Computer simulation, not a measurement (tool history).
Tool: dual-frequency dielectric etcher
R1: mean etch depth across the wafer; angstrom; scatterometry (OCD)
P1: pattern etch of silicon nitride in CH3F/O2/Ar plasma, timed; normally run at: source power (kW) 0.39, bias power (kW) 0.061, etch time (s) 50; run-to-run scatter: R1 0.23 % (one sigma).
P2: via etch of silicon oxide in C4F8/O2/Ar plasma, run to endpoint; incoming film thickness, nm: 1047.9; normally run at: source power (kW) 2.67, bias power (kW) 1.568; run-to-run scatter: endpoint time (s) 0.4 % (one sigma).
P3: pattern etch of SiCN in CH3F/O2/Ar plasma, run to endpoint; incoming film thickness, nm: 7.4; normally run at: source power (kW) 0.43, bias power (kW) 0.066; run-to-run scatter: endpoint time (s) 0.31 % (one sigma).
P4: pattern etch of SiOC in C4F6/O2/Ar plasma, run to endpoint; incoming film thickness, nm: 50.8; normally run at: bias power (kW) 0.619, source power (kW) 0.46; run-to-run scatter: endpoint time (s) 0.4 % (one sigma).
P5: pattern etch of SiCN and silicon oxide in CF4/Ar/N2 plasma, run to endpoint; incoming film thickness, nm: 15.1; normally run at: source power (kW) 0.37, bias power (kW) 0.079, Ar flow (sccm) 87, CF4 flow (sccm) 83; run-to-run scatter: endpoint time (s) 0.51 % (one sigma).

run 1 hour=5.8 | process_that_ran=P1 source_power_(kW)=0.39 bias_power_(kW)=0.061 etch_time_(s)=50 | R1=320.29
run 2 hour=9.8 | process_that_ran=P1 source_power_(kW)=0.39 bias_power_(kW)=0.061 etch_time_(s)=50 | R1=322.69
run 3 hour=14.9 | process_that_ran=P1 source_power_(kW)=0.39 bias_power_(kW)=0.061 etch_time_(s)=32.5 | R1=210.13
run 4 hour=20.7 | process_that_ran=P4 source_power_(kW)=0.46 bias_power_(kW)=0.619 | endpoint_time_(s)=14.47
run 5 hour=25.7 | process_that_ran=P2 source_power_(kW)=1.69 bias_power_(kW)=1.568 | endpoint_time_(s)=236.55
run 6 hour=31.6 | process_that_ran=P1 source_power_(kW)=0.39 bias_power_(kW)=0.077 etch_time_(s)=50 | R1=348.01
run 7 hour=36.4 | process_that_ran=P5 source_power_(kW)=0.37 bias_power_(kW)=0.079 Ar_flow_(sccm)=87 CF4_flow_(sccm)=117 | endpoint_time_(s)=18.425
run 8 hour=42 | process_that_ran=P1 source_power_(kW)=0.39 bias_power_(kW)=0.061 etch_time_(s)=50 | R1=321.95
run 9 hour=46 | process_that_ran=P3 source_power_(kW)=0.43 bias_power_(kW)=0.043 | endpoint_time_(s)=22.755
run 10 hour=51.7 | process_that_ran=P1 source_power_(kW)=0.39 bias_power_(kW)=0.061 etch_time_(s)=50 | R1=322.51
run 11 hour=55.5 | process_that_ran=P5 source_power_(kW)=0.37 bias_power_(kW)=0.079 Ar_flow_(sccm)=56 CF4_flow_(sccm)=83 | endpoint_time_(s)=18.439
run 12 hour=61.8 | process_that_ran=P1 source_power_(kW)=0.39 bias_power_(kW)=0.049 etch_time_(s)=50 | R1=300.2
run 13 hour=65.1 | process_that_ran=P1 source_power_(kW)=0.39 bias_power_(kW)=0.061 etch_time_(s)=50 | R1=320.73
run 14 hour=69.4 | process_that_ran=P1 source_power_(kW)=0.52 bias_power_(kW)=0.061 etch_time_(s)=50 | R1=359
run 15 hour=72.5 | process_that_ran=P1 source_power_(kW)=0.55 bias_power_(kW)=0.046 etch_time_(s)=50 | R1=336.44
run 16 hour=75.7 | process_that_ran=P2 source_power_(kW)=2.67 bias_power_(kW)=1.568 | endpoint_time_(s)=196.64
run 17 hour=81.4 | process_that_ran=P2 source_power_(kW)=2.67 bias_power_(kW)=1.568 | endpoint_time_(s)=196.31
run 18 hour=84.9 | process_that_ran=P3 source_power_(kW)=0.32 bias_power_(kW)=0.066 | endpoint_time_(s)=21.997
run 19 hour=89.3 | process_that_ran=P3 source_power_(kW)=0.43 bias_power_(kW)=0.066 | endpoint_time_(s)=19.856
run 20 hour=92.4 | process_that_ran=P5 source_power_(kW)=0.37 bias_power_(kW)=0.105 Ar_flow_(sccm)=87 CF4_flow_(sccm)=83 | endpoint_time_(s)=17.408
run 21 hour=98.6 | process_that_ran=P5 source_power_(kW)=0.37 bias_power_(kW)=0.079 Ar_flow_(sccm)=87 CF4_flow_(sccm)=83 | endpoint_time_(s)=19.159
run 22 hour=102.8 | process_that_ran=P1 source_power_(kW)=0.39 bias_power_(kW)=0.061 etch_time_(s)=75 | R1=481.69
run 23 hour=108 | process_that_ran=P1 source_power_(kW)=0.39 bias_power_(kW)=0.075 etch_time_(s)=31.5 | R1=217.47
run 24 hour=111.3 | process_that_ran=P1 source_power_(kW)=0.29 bias_power_(kW)=0.061 etch_time_(s)=50 | R1=287.48
run 25 hour=115.7 | process_that_ran=P4 source_power_(kW)=0.46 bias_power_(kW)=0.507 | endpoint_time_(s)=15.699
run 26 hour=121.8 | process_that_ran=P2 source_power_(kW)=2.67 bias_power_(kW)=1.076 | endpoint_time_(s)=214.84
run 27 hour=124.8 | process_that_ran=P1 source_power_(kW)=0.28 bias_power_(kW)=0.047 etch_time_(s)=50 | R1=259.7
run 28 hour=130.3 | process_that_ran=P5 source_power_(kW)=0.22 bias_power_(kW)=0.079 Ar_flow_(sccm)=87 CF4_flow_(sccm)=83 | endpoint_time_(s)=30.193
run 29 hour=133.8 | process_that_ran=P1 source_power_(kW)=0.39 bias_power_(kW)=0.061 etch_time_(s)=50 | R1=321.39
run 30 hour=138.2 | process_that_ran=P1 source_power_(kW)=0.39 bias_power_(kW)=0.061 etch_time_(s)=50 | R1=320.86
run 31 hour=142.6 | process_that_ran=P4 source_power_(kW)=0.62 bias_power_(kW)=0.619 | endpoint_time_(s)=13.086
run 32 hour=147.5 | process_that_ran=P1 source_power_(kW)=0.39 bias_power_(kW)=0.061 etch_time_(s)=50 | R1=321.71
run 33 hour=151.3 | process_that_ran=P1 source_power_(kW)=0.39 bias_power_(kW)=0.061 etch_time_(s)=50 | R1=319.35
run 34 hour=154.5 | process_that_ran=P1 source_power_(kW)=0.39 bias_power_(kW)=0.061 etch_time_(s)=50 | R1=318.25
run 35 hour=160.4 | process_that_ran=P1 source_power_(kW)=0.39 bias_power_(kW)=0.061 etch_time_(s)=50 | R1=317.01
run 36 hour=165.2 | process_that_ran=P1 source_power_(kW)=0.39 bias_power_(kW)=0.061 etch_time_(s)=50 | R1=316.39

Run 37 comes next. What will it give?
run 37 hour=171.2 | process_that_ran=P1 source_power_(kW)=0.39 bias_power_(kW)=0.061 etch_time_(s)=50 | R1=?

Run 37 gave R1 317.07 angstrom.

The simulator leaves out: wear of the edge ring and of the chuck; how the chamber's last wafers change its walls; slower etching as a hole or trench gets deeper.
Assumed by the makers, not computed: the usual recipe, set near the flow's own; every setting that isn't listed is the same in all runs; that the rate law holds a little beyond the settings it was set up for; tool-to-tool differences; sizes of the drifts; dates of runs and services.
